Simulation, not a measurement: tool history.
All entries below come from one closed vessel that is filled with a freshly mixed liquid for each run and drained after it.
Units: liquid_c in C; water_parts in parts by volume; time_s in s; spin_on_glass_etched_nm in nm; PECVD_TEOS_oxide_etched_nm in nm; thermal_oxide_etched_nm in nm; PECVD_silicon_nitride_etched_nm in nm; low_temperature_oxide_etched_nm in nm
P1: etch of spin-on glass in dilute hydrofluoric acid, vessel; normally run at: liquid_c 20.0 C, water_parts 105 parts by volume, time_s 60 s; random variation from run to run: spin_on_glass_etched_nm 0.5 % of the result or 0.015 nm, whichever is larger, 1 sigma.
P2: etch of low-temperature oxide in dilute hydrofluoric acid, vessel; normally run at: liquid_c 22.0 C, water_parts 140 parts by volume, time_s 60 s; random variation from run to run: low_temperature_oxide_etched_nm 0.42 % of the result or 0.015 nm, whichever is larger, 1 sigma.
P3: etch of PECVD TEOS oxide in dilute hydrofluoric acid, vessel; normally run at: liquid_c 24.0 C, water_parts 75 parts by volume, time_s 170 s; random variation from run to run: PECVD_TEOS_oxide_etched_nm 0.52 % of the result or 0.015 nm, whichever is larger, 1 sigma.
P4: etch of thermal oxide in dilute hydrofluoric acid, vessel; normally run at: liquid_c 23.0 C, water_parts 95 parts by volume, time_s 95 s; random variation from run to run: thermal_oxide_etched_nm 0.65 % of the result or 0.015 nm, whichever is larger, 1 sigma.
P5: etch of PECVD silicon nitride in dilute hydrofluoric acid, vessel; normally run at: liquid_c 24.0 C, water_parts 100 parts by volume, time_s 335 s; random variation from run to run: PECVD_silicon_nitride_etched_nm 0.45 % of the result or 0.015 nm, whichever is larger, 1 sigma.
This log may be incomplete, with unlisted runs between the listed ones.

run	hour	process	liquid_c	water_parts	time_s	hours since the thermometer was replaced	hours since the hydrofluoric acid flow meter was replaced	spin_on_glass_etched_nm	PECVD_TEOS_oxide_etched_nm	thermal_oxide_etched_nm	PECVD_silicon_nitride_etched_nm	low_temperature_oxide_etched_nm
1	5.4	P1	20.0	105	60	1533.8	371.2	23.375				
2	12.3	P1	20.0	105	30	1540.7	378.1	11.572				
3	22.1	P3	24.0	75	170	1550.5	387.9		20.437			
4	29.1	P3	18.0	75	170	1557.5	394.9		15.809			
5	35.1	P1	23.5	105	30	1563.5	400.9	13.494				
6	40.5	P1	17.0	105	60	1568.9	406.3	20.503				
7	46.6	P4	27.5	95	95	1575.0	412.4			5.5812		
8	54.7	P3	24.0	105	170	1583.1	420.5		13.921			
9	64.1	P5	24.0	100	335	1592.5	429.9				18.610	
10	74.5	P2	22.0	210	60	1602.9	440.3					4.5739
11	84.0	P1	20.0	105	60	1612.4	449.8	23.490				
12	94.4	P1	20.0	105	60	1622.8	460.2	23.387				
13	103.1	P4	23.0	95	95	1631.5	468.9			4.6562		
14	111.1	P1	25.5	105	60	1639.5	476.9	28.941				
15	116.9	P5	32.0	100	335	1645.3	482.7				30.765	
16	127.5	P5	24.0	100	335	1655.9	493.3				18.508	
17	132.8	P1	20.0	55	60	1661.2	498.6	47.521				
18	143.4	P2	22.0	140	90	1671.8	509.2					11.1510
19	148.9	P4	23.0	95	150	1677.3	514.7			7.3842		
20	156.3	P3	24.0	75	330	1684.7	522.1		39.418			
21	165.2	P1	20.0	150	60	1693.6	531.0	15.510				
22	176.0	P5	24.0	145	335	1704.4	541.8				12.820	
23	184.0	P1	20.0	45	35	1712.4	549.8	34.049				
24	190.8	P1	20.0	105	60	1719.2	556.6	23.259				
25	196.4	P2	22.0	140	60	1724.8	562.2					7.3958
26	201.9	P4	23.0	165	95	1730.3	567.7			2.4874		
27	208.2	P2	17.0	140	60	1736.6	574.0					5.9789
28	219.0	P3	24.0	75	170	1747.4	584.8		20.454			
29	229.0	P1	20.0	105	90	1757.4	594.8	34.900				
30	238.0	P4	23.0	95	95	1766.4	603.8			4.6654		
31	244.5	P1	20.0	105	60	1772.9	610.3	23.191				
32	251.5	P5	24.0	100	510	1779.9	617.3				28.211	
33	258.6	P1	20.0	105	60	1787.0	624.4	23.100				
34	267.8	P1	20.0	105	60	1796.2	633.6	22.546				
35	276.6	P1	20.0	105	60	1805.0	642.4	22.127				
36	282.9	P1	20.0	105	60	1811.3	648.7	21.740				
37	289.7	P1	20.0	105	60	1818.1	655.5	21.625				
38	297.7	P1	20.0	105	60	1826.1	663.5	21.489				
39	302.9	P1	20.0	105	60	1831.3	668.7	21.435				
40	313.7	P1	20.0	105	60	1842.1	679.5	21.324				
41	324.0	P1	20.0	105	60	1852.4	689.8	21.267				
42	334.6	P1	20.0	105	60	1863.0	700.4	21.195				
43	342.6	P1	20.0	105	60	1871.0	708.4	21.462				
44	351.2	P1	20.0	105	60	1879.6	717.0	21.207				

The output of P1 has drifted from where it used to be. Each of the 2 causes below, taken at the size shown beside it, accounts for the log equally well:
A: liquid colder than its thermometer reads (K) = 2.37
B: hydrofluoric acid flow below the setpoint (%) = 8.36
At approximately hour 258.6, the process output began to creep.

Below are 4 check runs, each on a single wafer, with their results shown as question marks. Which of them would tell the listed causes apart, meaning the causes would give clearly different results under it?
check 1	359.8	P5	24.0	100	335						?	
check 2	359.8	P2	22.0	140	60							?
check 3	359.8	P4	23.0	95	95					?		
check 4	359.8	P3	24.0	75	170				?			

What every check run would give for each of its results, assuming each possible cause in turn:
check	result	if A	if B
check 1	PECVD_silicon_nitride_etched_nm	15.831	17.004
check 2	low_temperature_oxide_etched_nm	6.7343	6.6864
check 3	thermal_oxide_etched_nm	4.2372	4.2302
check 4	PECVD_TEOS_oxide_etched_nm	18.472	18.484
Smallest distance between any two causes, each pair judged by its most separating result, in per cent: check 1 7.15 %; check 2 0.71 %; check 3 0.16 %; check 4 0.07 %
Only check 1 tells the causes apart: in the others they would give nearly the same result.

Check 1 has now been run. It gave: PECVD_silicon_nitride_etched_nm 15.912 nm. Which of the candidate causes is it?

A is the cause: liquid colder than its thermometer reads (K).
